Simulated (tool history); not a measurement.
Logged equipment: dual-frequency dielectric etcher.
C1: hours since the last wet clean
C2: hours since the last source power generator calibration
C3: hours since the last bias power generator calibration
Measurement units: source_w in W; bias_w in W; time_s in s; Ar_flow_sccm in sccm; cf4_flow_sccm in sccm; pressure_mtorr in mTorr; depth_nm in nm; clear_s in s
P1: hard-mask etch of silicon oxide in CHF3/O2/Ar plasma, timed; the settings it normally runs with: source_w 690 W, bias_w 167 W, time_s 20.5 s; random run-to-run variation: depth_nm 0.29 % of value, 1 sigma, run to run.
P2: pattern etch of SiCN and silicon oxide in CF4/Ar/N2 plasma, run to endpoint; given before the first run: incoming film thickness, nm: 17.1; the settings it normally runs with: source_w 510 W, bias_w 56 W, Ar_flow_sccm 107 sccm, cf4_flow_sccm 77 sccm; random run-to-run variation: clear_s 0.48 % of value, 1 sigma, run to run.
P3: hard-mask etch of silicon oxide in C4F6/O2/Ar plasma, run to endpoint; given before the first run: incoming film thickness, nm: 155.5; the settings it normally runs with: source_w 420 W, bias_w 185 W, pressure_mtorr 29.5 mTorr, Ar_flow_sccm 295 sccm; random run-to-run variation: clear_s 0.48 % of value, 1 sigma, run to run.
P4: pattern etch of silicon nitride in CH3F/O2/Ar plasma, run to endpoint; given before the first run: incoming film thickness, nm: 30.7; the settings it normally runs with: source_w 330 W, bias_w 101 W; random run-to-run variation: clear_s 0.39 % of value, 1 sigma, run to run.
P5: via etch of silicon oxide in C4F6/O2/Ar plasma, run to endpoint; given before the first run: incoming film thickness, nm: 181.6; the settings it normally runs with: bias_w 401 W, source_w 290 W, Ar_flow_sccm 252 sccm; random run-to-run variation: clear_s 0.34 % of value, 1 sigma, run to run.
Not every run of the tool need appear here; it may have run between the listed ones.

run 1 day=0.1 | process=P1 source_w=690 bias_w=167 time_s=20.5 | C1=356.1 C2=311.1 C3=1600.3 | depth_nm=42.271
run 2 day=0.267 | process=P1 source_w=940 bias_w=167 time_s=20.5 | C1=360.1 C2=315.1 C3=1604.3 | depth_nm=47.604
run 3 day=0.421 | process=P4 source_w=450 bias_w=101 | C1=363.8 C2=318.8 C3=1608 | clear_s=37.477
run 4 day=0.517 | process=P2 source_w=510 bias_w=69 Ar_flow_sccm=107 cf4_flow_sccm=77 | C1=366.1 C2=321.1 C3=1610.3 | clear_s=17.766
run 5 day=0.671 | process=P1 source_w=470 bias_w=111 time_s=20.5 | C1=369.8 C2=324.8 C3=1614 | depth_nm=31.989
run 6 day=0.758 | process=P3 source_w=420 bias_w=185 Ar_flow_sccm=196 pressure_mtorr=29.5 | C1=371.9 C2=326.9 C3=1616.1 | clear_s=46.026
run 7 day=0.908 | process=P4 source_w=330 bias_w=72 | C1=375.5 C2=330.5 C3=1619.7 | clear_s=47.458
run 8 day=1.083 | process=P3 source_w=420 bias_w=122 Ar_flow_sccm=295 pressure_mtorr=29.5 | C1=379.7 C2=334.7 C3=1623.9 | clear_s=54.451
run 9 day=1.25 | process=P3 source_w=310 bias_w=185 Ar_flow_sccm=295 pressure_mtorr=29.5 | C1=383.7 C2=338.7 C3=1627.9 | clear_s=53.801
run 10 day=1.429 | process=P2 source_w=510 bias_w=56 Ar_flow_sccm=107 cf4_flow_sccm=62 | C1=388 C2=343 C3=1632.2 | clear_s=19.494
run 11 day=1.521 | process=P1 source_w=690 bias_w=101 time_s=20.5 | C1=390.2 C2=345.2 C3=1634.4 | depth_nm=36.107
run 12 day=1.617 | process=P1 source_w=450 bias_w=167 time_s=20.5 | C1=392.5 C2=347.5 C3=1636.7 | depth_nm=35.68
run 13 day=1.762 | process=P2 source_w=690 bias_w=56 Ar_flow_sccm=107 cf4_flow_sccm=77 | C1=396 C2=351 C3=1640.2 | clear_s=14.435
run 14 day=1.842 | process=P1 source_w=690 bias_w=167 time_s=26 | C1=397.9 C2=352.9 C3=1642.1 | depth_nm=53.386
run 15 day=2.017 | process=P5 source_w=390 bias_w=401 Ar_flow_sccm=252 | C1=402.1 C2=357.1 C3=1646.3 | clear_s=43.638
run 16 day=2.112 | process=P2 source_w=510 bias_w=56 Ar_flow_sccm=72 cf4_flow_sccm=77 | C1=404.4 C2=359.4 C3=1648.6 | clear_s=17.804
run 17 day=2.229 | process=P2 source_w=510 bias_w=56 Ar_flow_sccm=107 cf4_flow_sccm=77 | C1=407.2 C2=362.2 C3=1651.4 | clear_s=18.905
run 18 day=2.317 | process=P1 source_w=690 bias_w=167 time_s=11.5 | C1=409.3 C2=364.3 C3=1653.5 | depth_nm=23.704
run 19 day=2.417 | process=P5 source_w=290 bias_w=565 Ar_flow_sccm=252 | C1=411.7 C2=366.7 C3=1655.9 | clear_s=42.844
run 20 day=2.567 | process=P5 source_w=290 bias_w=401 Ar_flow_sccm=252 | C1=415.3 C2=370.3 C3=1659.5 | clear_s=48.683
run 21 day=2.733 | process=P1 source_w=690 bias_w=167 time_s=20.5 | C1=419.3 C2=374.3 C3=1663.5 | depth_nm=42.27
run 22 day=2.912 | process=P1 source_w=690 bias_w=118 time_s=12.5 | C1=423.6 C2=378.6 C3=1667.8 | depth_nm=23.075
run 23 day=3.021 | process=P1 source_w=690 bias_w=167 time_s=20.5 | C1=426.2 C2=381.2 C3=1670.4 | depth_nm=42.145
-- day=3.096 source power generator calibrated
run 24 day=3.104 | process=P3 source_w=420 bias_w=185 Ar_flow_sccm=295 pressure_mtorr=29.5 | C1=428.2 C2=0.2 C3=1672.4 | clear_s=47.658
run 25 day=3.283 | process=P1 source_w=690 bias_w=236 time_s=20.5 | C1=432.5 C2=4.5 C3=1676.7 | depth_nm=47.476
run 26 day=3.412 | process=P1 source_w=690 bias_w=167 time_s=20.5 | C1=435.6 C2=7.6 C3=1679.8 | depth_nm=42.128
run 27 day=3.517 | process=P3 source_w=420 bias_w=185 Ar_flow_sccm=295 pressure_mtorr=36.5 | C1=438.1 C2=10.1 C3=1682.3 | clear_s=49.039
run 28 day=3.667 | process=P1 source_w=690 bias_w=167 time_s=20.5 | C1=441.7 C2=13.7 C3=1685.9 | depth_nm=42.21
run 29 day=3.792 | process=P5 source_w=290 bias_w=401 Ar_flow_sccm=252 | C1=444.7 C2=16.7 C3=1688.9 | clear_s=48.513
run 30 day=3.892 | process=P5 source_w=290 bias_w=401 Ar_flow_sccm=310 | C1=447.1 C2=19.1 C3=1691.3 | clear_s=49.409
run 31 day=4.046 | process=P4 source_w=330 bias_w=101 | C1=450.8 C2=22.8 C3=1695 | clear_s=42.206
run 32 day=4.212 | process=P1 source_w=690 bias_w=167 time_s=20.5 | C1=454.8 C2=26.8 C3=1699 | depth_nm=42.326
run 33 day=4.358 | process=P1 source_w=690 bias_w=167 time_s=20.5 | C1=458.3 C2=30.3 C3=1702.5 | depth_nm=42.494
run 34 day=4.5 | process=P1 source_w=690 bias_w=167 time_s=20.5 | C1=461.7 C2=33.7 C3=1705.9 | depth_nm=42.435
run 35 day=4.679 | process=P1 source_w=690 bias_w=167 time_s=20.5 | C1=466 C2=38 C3=1710.2 | depth_nm=42.854
-- day=4.7 wet clean of the chamber
run 36 day=4.775 | process=P1 source_w=690 bias_w=167 time_s=20.5 | C1=1.9 C2=40.3 C3=1712.5 | depth_nm=42.877
run 37 day=4.946 | process=P1 source_w=690 bias_w=167 time_s=20.5 | C1=6 C2=44.4 C3=1716.6 | depth_nm=42.661
run 38 day=5.025 | process=P1 source_w=690 bias_w=167 time_s=20.5 | C1=7.9 C2=46.3 C3=1718.5 | depth_nm=42.904
run 39 day=5.138 | process=P1 source_w=690 bias_w=167 time_s=20.5 | C1=10.6 C2=49 C3=1721.2 | depth_nm=42.882

The log shows P1 creeping away from where it was. Any of the 2 causes listed here, at the size stated for it, fits the log just as well as the others:
A: source power that arrives over what is set, % = 3.82
B: bias power that arrives over what is set, % = 4.48
The creep began at about day 4.212.
Why every other cause is out:
chamber walls in a state that raises the etch rate, %: maintenance at day 4.7, after the shift began, did not return the process to its former output

Of the 4 check runs below, each run on 3 wafers with the results averaged and each result still a question mark, which one would tell the listed causes apart?
run check 1 day=5.25 | process=P2 source_w=510 bias_w=56 Ar_flow_sccm=76 cf4_flow_sccm=77 | clear_s=?
run check 2 day=5.25 | process=P4 source_w=430 bias_w=72 | clear_s=?
run check 3 day=5.25 | process=P5 source_w=290 bias_w=463 Ar_flow_sccm=308 | clear_s=?
run check 4 day=5.25 | process=P3 source_w=330 bias_w=185 Ar_flow_sccm=295 pressure_mtorr=29.5 | clear_s=?

Predicted outcomes, by check and by cause:
check=check_1 result=clear_s if_A=17.356 if_B=17.716
check=check_2 result=clear_s if_A=42.442 if_B=42.409
check=check_3 result=clear_s if_A=46.349 if_B=46.223
check=check_4 result=clear_s if_A=51.791 if_B=51.808
Separation of the two closest causes in each check, using whichever result separates them best: check 1 2.05 %; check 2 0.08 %; check 3 0.27 %; check 4 0.03 %
Only check 1 tells the causes apart: in the others they would give nearly the same result.

Check 1 was then run and gave: clear_s 17.415 s. Which cause is it?

The cause is A: source power that arrives over what is set, %.

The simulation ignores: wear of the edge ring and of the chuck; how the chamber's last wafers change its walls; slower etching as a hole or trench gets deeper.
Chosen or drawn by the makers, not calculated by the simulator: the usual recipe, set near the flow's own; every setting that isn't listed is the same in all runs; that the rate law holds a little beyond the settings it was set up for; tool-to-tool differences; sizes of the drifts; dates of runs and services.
